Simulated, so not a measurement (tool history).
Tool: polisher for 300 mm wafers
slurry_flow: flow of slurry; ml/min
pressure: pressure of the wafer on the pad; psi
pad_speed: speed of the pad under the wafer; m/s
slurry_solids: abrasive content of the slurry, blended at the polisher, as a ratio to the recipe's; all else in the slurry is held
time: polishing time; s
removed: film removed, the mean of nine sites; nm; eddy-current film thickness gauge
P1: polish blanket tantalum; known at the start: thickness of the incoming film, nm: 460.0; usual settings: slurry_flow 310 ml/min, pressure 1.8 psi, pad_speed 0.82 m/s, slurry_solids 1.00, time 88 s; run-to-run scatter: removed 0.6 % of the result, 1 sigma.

run	hour	slurry_flow	pressure	pad_speed	slurry_solids	time	removed
1	12.0	310	1.8	0.82	1.00	88	105.570
2	23.1	310	1.8	0.82	1.00	52	62.821
3	34.4	310	1.8	0.82	1.35	88	114.360
4	46.0	310	1.8	0.82	1.00	88	105.950
5	58.1	310	1.8	1.18	1.00	88	156.120
6	65.3	185	1.8	0.82	1.00	88	99.831
7	74.5	470	1.8	0.82	1.00	88	110.570
8	82.7	475	1.8	0.48	1.00	88	64.512
9	94.7	310	1.8	0.50	1.00	88	65.322
10	104.1	390	1.8	0.82	1.00	53	65.937
11	114.7	310	1.8	0.82	1.00	88	106.780
12	123.7	310	1.8	0.82	1.00	88	107.060
13	131.2	310	1.8	0.82	1.00	88	105.630
14	141.3	310	2.7	0.82	1.00	88	159.290
15	151.4	185	1.8	0.82	1.40	88	109.550
16	160.4	310	1.0	0.82	1.00	88	58.883
17	168.2	310	1.8	0.82	1.00	132	161.430
18	177.2	310	1.8	0.82	0.70	88	94.995
19	184.4	310	1.8	0.82	1.00	88	106.190

Forecast run 20:
20	195.2	310	1.8	0.82	1.00	88	?

Run 20 gave removed 105.830 nm.
